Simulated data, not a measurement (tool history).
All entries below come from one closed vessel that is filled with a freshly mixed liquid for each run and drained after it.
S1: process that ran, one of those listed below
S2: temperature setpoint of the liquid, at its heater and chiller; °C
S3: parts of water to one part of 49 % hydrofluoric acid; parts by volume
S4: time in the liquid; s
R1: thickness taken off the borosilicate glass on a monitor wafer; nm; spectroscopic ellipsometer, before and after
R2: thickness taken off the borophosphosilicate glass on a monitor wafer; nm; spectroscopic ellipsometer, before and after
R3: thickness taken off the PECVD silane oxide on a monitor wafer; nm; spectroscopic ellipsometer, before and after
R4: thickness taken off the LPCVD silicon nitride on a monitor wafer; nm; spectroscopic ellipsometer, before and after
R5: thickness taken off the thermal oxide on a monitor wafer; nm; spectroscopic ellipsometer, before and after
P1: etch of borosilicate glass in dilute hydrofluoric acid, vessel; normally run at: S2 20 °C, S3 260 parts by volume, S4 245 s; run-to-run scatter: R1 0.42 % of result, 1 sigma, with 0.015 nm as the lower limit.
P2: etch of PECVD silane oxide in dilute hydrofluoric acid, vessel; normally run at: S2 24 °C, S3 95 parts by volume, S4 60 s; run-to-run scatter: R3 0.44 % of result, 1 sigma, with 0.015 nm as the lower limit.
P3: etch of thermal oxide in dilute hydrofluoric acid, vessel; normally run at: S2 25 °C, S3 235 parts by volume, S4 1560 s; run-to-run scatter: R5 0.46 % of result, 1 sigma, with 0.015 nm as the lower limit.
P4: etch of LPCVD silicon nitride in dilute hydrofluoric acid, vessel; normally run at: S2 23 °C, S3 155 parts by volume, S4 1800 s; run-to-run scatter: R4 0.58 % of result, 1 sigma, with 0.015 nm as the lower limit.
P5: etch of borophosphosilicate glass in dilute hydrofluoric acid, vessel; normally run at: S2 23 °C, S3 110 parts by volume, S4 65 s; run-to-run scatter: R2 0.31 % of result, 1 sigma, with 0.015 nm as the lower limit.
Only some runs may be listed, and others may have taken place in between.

{"run": 1, "hour": 9.6, "S1": "P1", "S2": 20, "S3": 260, "S4": 245, "R1": 26.6}
{"run": 2, "hour": 16.0, "S1": "P1", "S2": 20, "S3": 400, "S4": 245, "R1": 15.399}
{"run": 3, "hour": 27.6, "S1": "P1", "S2": 20, "S3": 260, "S4": 245, "R1": 26.8}
{"run": 4, "hour": 40.2, "S1": "P5", "S2": 23, "S3": 110, "S4": 65, "R2": 23.475}
{"run": 5, "hour": 52.8, "S1": "P1", "S2": 20, "S3": 145, "S4": 425, "R1": 92.934}
{"run": 6, "hour": 60.3, "S1": "P1", "S2": 20, "S3": 120, "S4": 245, "R1": 66.297}
{"run": 7, "hour": 73.4, "S1": "P2", "S2": 24, "S3": 170, "S4": 60, "R3": 5.9337}
{"hour": 73.9, "done": "thermometer replaced"}
{"run": 8, "hour": 87.1, "S1": "P1", "S2": 20, "S3": 260, "S4": 245, "R1": 26.524}
{"run": 9, "hour": 97.6, "S1": "P1", "S2": 28, "S3": 260, "S4": 245, "R1": 35.535}
{"run": 10, "hour": 111.8, "S1": "P4", "S2": 23, "S3": 75, "S4": 1800, "R4": 11.179}
{"run": 11, "hour": 119.9, "S1": "P1", "S2": 20, "S3": 260, "S4": 245, "R1": 26.684}
{"run": 12, "hour": 126.4, "S1": "P4", "S2": 23, "S3": 155, "S4": 1800, "R4": 5.4798}
{"run": 13, "hour": 137.9, "S1": "P5", "S2": 23, "S3": 180, "S4": 65, "R2": 13.23}
{"run": 14, "hour": 146.8, "S1": "P4", "S2": 23, "S3": 155, "S4": 1800, "R4": 5.4532}
{"run": 15, "hour": 159.6, "S1": "P5", "S2": 23, "S3": 110, "S4": 65, "R2": 23.485}
{"run": 16, "hour": 173.2, "S1": "P2", "S2": 17.5, "S3": 95, "S4": 60, "R3": 8.9346}
{"run": 17, "hour": 183.5, "S1": "P4", "S2": 23, "S3": 155, "S4": 3385, "R4": 10.328}
{"run": 18, "hour": 195.4, "S1": "P3", "S2": 17, "S3": 235, "S4": 1560, "R5": 19.623}
{"run": 19, "hour": 206.7, "S1": "P5", "S2": 18.5, "S3": 110, "S4": 65, "R2": 19.645}
{"run": 20, "hour": 213.2, "S1": "P1", "S2": 20, "S3": 260, "S4": 110, "R1": 12.022}
{"run": 21, "hour": 220.1, "S1": "P3", "S2": 25, "S3": 60, "S4": 1560, "R5": 127.68}
{"run": 22, "hour": 234.1, "S1": "P2", "S2": 24, "S3": 95, "S4": 95, "R3": 18.402}
{"run": 23, "hour": 241.4, "S1": "P1", "S2": 20, "S3": 260, "S4": 245, "R1": 26.902}
{"run": 24, "hour": 253.6, "S1": "P4", "S2": 30.5, "S3": 155, "S4": 1800, "R4": 8.7486}
{"run": 25, "hour": 262.9, "S1": "P3", "S2": 25, "S3": 235, "S4": 1560, "R5": 26.529}
{"run": 26, "hour": 271.5, "S1": "P1", "S2": 17, "S3": 260, "S4": 245, "R1": 23.999}
{"run": 27, "hour": 278.7, "S1": "P2", "S2": 24, "S3": 95, "S4": 60, "R3": 11.587}
{"run": 28, "hour": 286.1, "S1": "P5", "S2": 23, "S3": 110, "S4": 100, "R2": 36.106}
{"run": 29, "hour": 295.8, "S1": "P1", "S2": 20, "S3": 260, "S4": 485, "R1": 53.005}
{"run": 30, "hour": 308.2, "S1": "P3", "S2": 25, "S3": 235, "S4": 395, "R5": 6.6843}
{"run": 31, "hour": 319.4, "S1": "P1", "S2": 20, "S3": 260, "S4": 245, "R1": 26.641}
{"run": 32, "hour": 328.1, "S1": "P1", "S2": 20, "S3": 260, "S4": 245, "R1": 26.227}
{"run": 33, "hour": 335.4, "S1": "P1", "S2": 20, "S3": 260, "S4": 245, "R1": 25.9}
{"run": 34, "hour": 347.4, "S1": "P1", "S2": 20, "S3": 260, "S4": 245, "R1": 25.4}
{"run": 35, "hour": 356.1, "S1": "P1", "S2": 20, "S3": 260, "S4": 245, "R1": 25.505}
{"run": 36, "hour": 364.4, "S1": "P1", "S2": 20, "S3": 260, "S4": 245, "R1": 25.308}
{"run": 37, "hour": 373.7, "S1": "P1", "S2": 20, "S3": 260, "S4": 245, "R1": 25.073}
{"run": 38, "hour": 385.8, "S1": "P1", "S2": 20, "S3": 260, "S4": 245, "R1": 25.259}
{"run": 39, "hour": 400.1, "S1": "P1", "S2": 20, "S3": 260, "S4": 245, "R1": 25.174}
{"run": 40, "hour": 410.4, "S1": "P1", "S2": 20, "S3": 260, "S4": 245, "R1": 25.066}

Compared with where it was, what P1 gives has crept away. Each cause listed below fits the log as well as the rest, at the size given for it:
A: liquid colder than its thermometer reads (K) = 1.61
B: hydrofluoric acid flow below the setpoint (%) = 4.75
The drift started at roughly hour 319.4.

4 check runs are offered, one wafer each, their results left as question marks. Which one tells the causes apart?
{"run": "check 1", "hour": 420.7, "S1": "P4", "S2": 26.5, "S3": 155, "S4": 2985, "R4": "?"}
{"run": "check 2", "hour": 420.7, "S1": "P5", "S2": 23, "S3": 175, "S4": 65, "R2": "?"}
{"run": "check 3", "hour": 420.7, "S1": "P2", "S2": 18, "S3": 140, "S4": 60, "R3": "?"}
{"run": "check 4", "hour": 420.7, "S1": "P3", "S2": 19, "S3": 235, "S4": 500, "R5": "?"}

What each check would give under each cause:
check=check_1 result=R4 if_A=10.267 if_B=10.83
check=check_2 result=R2 if_A=12.887 if_B=12.933
check=check_3 result=R3 if_A=5.5193 if_B=5.5781
check=check_4 result=R5 if_A=6.3877 if_B=6.4052
Minimum pairwise separation of causes per check, each pair taken at its best-separating result: check 1 5.34 %; check 2 0.36 %; check 3 1.06 %; check 4 0.27 %
Check 1 distinguishes between the causes, while the remaining checks would return nearly the same result for all of them.

After running check 1, the following was obtained: R4 10.836 nm. Which cause does this point to?

The cause is B: hydrofluoric acid flow below the setpoint (%).
